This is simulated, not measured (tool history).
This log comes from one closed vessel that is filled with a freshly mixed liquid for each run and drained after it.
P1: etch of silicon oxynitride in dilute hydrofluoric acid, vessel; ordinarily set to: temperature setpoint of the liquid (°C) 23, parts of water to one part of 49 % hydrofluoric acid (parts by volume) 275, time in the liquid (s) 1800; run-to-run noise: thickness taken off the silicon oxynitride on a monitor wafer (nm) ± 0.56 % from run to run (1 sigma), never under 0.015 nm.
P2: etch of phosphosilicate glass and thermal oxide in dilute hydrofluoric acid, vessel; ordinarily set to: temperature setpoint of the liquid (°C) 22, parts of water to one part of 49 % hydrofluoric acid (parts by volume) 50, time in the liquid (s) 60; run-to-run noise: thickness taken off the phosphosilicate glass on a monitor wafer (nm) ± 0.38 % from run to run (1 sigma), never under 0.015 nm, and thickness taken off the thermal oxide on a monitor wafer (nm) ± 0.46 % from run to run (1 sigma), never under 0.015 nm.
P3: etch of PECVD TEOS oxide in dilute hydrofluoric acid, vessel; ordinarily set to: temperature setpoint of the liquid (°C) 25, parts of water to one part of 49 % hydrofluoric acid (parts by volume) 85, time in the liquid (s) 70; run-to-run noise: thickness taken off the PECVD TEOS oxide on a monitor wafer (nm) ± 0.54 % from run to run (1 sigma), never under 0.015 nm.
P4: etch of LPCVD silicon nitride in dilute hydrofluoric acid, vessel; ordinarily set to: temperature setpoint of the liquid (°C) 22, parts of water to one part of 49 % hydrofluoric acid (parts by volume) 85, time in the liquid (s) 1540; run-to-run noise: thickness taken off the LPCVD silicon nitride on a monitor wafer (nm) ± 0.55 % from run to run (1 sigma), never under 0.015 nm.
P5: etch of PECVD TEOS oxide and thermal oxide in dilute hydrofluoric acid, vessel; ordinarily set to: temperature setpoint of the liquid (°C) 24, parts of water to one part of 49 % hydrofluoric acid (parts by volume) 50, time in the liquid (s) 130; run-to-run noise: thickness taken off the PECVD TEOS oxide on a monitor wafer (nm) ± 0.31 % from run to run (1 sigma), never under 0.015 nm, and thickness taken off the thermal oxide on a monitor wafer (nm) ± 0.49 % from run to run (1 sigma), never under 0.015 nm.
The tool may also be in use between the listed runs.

run,hour,process that ran,temperature setpoint of the liquid (°C),parts of water to one part of 49 % hydrofluoric acid (parts by volume),time in the liquid (s),hours since the thermometer was replaced,hours since the hydrofluoric acid flow meter was replaced,thickness taken off the silicon oxynitride on a monitor wafer (nm),thickness taken off the phosphosilicate glass on a monitor wafer (nm),thickness taken off the thermal oxide on a monitor wafer (nm),thickness taken off the PECVD TEOS oxide on a monitor wafer (nm),thickness taken off the LPCVD silicon nitride on a monitor wafer (nm)
1,7.6,P1,23,275,1800,1402,923,7.7223,,,,
2,19.5,P1,23,275,1800,1413.9,934.9,7.6639,,,,
3,33,P2,22,25,60,1427.4,948.4,,200.22,11.581,,
4,41.5,P3,25,85,70,1435.9,956.9,,,,10.949,
5,55.2,P4,22,25,1540,1449.6,970.6,,,,,26.846
6,67.2,P4,27.5,85,1540,1461.6,982.6,,,,,11.789
7,81,P2,22,50,60,1475.4,996.4,,97.37,5.6398,,
8,91.6,P1,23,275,1800,1486,1007,7.7655,,,,
9,109.2,P1,23,275,165,1503.6,1024.6,0.67572,,,,
10,123.9,P1,28,275,3320,1518.3,1039.3,17.451,,,,
11,136.4,P3,25,85,30,1530.8,1051.8,,,,4.6543,
12,150.1,P4,22,85,440,1544.5,1065.5,,,,,2.3459
13,160.2,P1,23,275,2755,1554.6,1075.6,11.841,,,,
14,172.7,P1,17,275,1800,1567.1,1088.1,5.8921,,,,
15,186.4,P1,28.5,275,1800,1580.8,1101.8,9.5712,,,,
16,203.2,P3,25,20,70,1597.6,1118.6,,,,50.157,
17,220,P1,23,465,890,1614.4,1135.4,2.0133,,,,
18,230.8,P2,30,50,60,1625.2,1146.2,,134.68,7.7396,,
19,240.5,P4,22,85,1540,1634.9,1155.9,,,,,8.2
20,248.4,P5,17,50,130,1642.8,1163.8,,,9.5571,25.203,
21,262.2,P5,24,50,30,1656.6,1177.6,,,2.9644,7.7884,
22,273.4,P2,22,50,110,1667.8,1188.8,,178.27,10.448,,
23,285,P1,23,275,1800,1679.4,1200.4,7.6313,,,,
24,299,P5,24,20,130,1693.4,1214.4,,,33.662,87.82,
25,313,P1,23,475,1800,1707.4,1228.4,3.9719,,,,
26,328.8,P1,23,120,1800,1723.2,1244.2,19.561,,,,
27,345.7,P1,23,275,1800,1740.1,1261.1,7.7254,,,,
28,360.4,P3,18.5,85,70,1754.8,1275.8,,,,8.2958,
29,376.4,P2,22,50,60,1770.8,1291.8,,97.428,5.6557,,
30,384.8,P1,30,165,1800,1779.2,1300.2,18.807,,,,
31,397.9,P5,24,50,130,1792.3,1313.3,,,12.849,33.822,
32,408.6,P3,25,85,70,1803,1324,,,,10.807,
33,424.4,P1,23,275,1800,1818.8,1339.8,7.7149,,,,
34,441.5,P1,23,275,1800,1835.9,1356.9,7.9432,,,,
35,449.2,P1,23,275,1800,1843.6,1364.6,8.0633,,,,
36,463.5,P1,23,275,1800,1857.9,1378.9,8.0856,,,,
37,480.4,P1,23,275,1800,1874.8,1395.8,8.2215,,,,
38,497.7,P1,23,275,1800,1892.1,1413.1,8.2239,,,,
39,507.1,P1,23,275,1800,1901.5,1422.5,8.3187,,,,
40,515.9,P1,23,275,1800,1910.3,1431.3,8.3433,,,,
41,528.2,P1,23,275,1800,1922.6,1443.6,8.3708,,,,
42,541.9,P1,23,275,1800,1936.3,1457.3,8.3898,,,,
43,558.2,P1,23,275,1800,1952.6,1473.6,8.3322,,,,

Something has made what P1 gives creep away from where it was; the 2 causes below, each at its own stated size, fit the log equally well:
A: liquid hotter than its thermometer reads (K) = 1.99
B: hydrofluoric acid flow above the setpoint (%) = 7.48
At approximately hour 424.4, the process output began to creep.

Consider the 4 single-wafer check runs listed below, results given as question marks: which one distinguishes between the causes by giving clearly different results for each?
check 1,574.5,P2,27.5,50,60,,,,?,?,,
check 2,574.5,P5,21,50,75,,,,,?,?,
check 3,574.5,P3,25,55,70,,,,,,?,
check 4,574.5,P4,22,35,925,,,,,,,?

How each check would come out, cause by cause:
check,result,if A,if B
check 1,thickness taken off the phosphosilicate glass on a monitor wafer (nm),132.15,131.91
check 1,thickness taken off the thermal oxide on a monitor wafer (nm),7.6577,7.6436
check 2,thickness taken off the thermal oxide on a monitor wafer (nm),7.121,7.073
check 2,thickness taken off the PECVD TEOS oxide on a monitor wafer (nm),18.724,18.598
check 3,thickness taken off the PECVD TEOS oxide on a monitor wafer (nm),18.941,18.886
check 4,thickness taken off the LPCVD silicon nitride on a monitor wafer (nm),13.438,12.576
Distance between the nearest two causes, measured in the result of the check that separates them most: check 1 0.18 %; check 2 0.68 %; check 3 0.29 %; check 4 6.63 %
Of the check runs offered, only check 4 discriminates between the causes; the rest would read about the same regardless of which cause applies.

Running check 4 produced the following: thickness taken off the LPCVD silicon nitride on a monitor wafer (nm) 13.468. Which one of the listed causes fits?

It was cause A: liquid hotter than its thermometer reads (K).
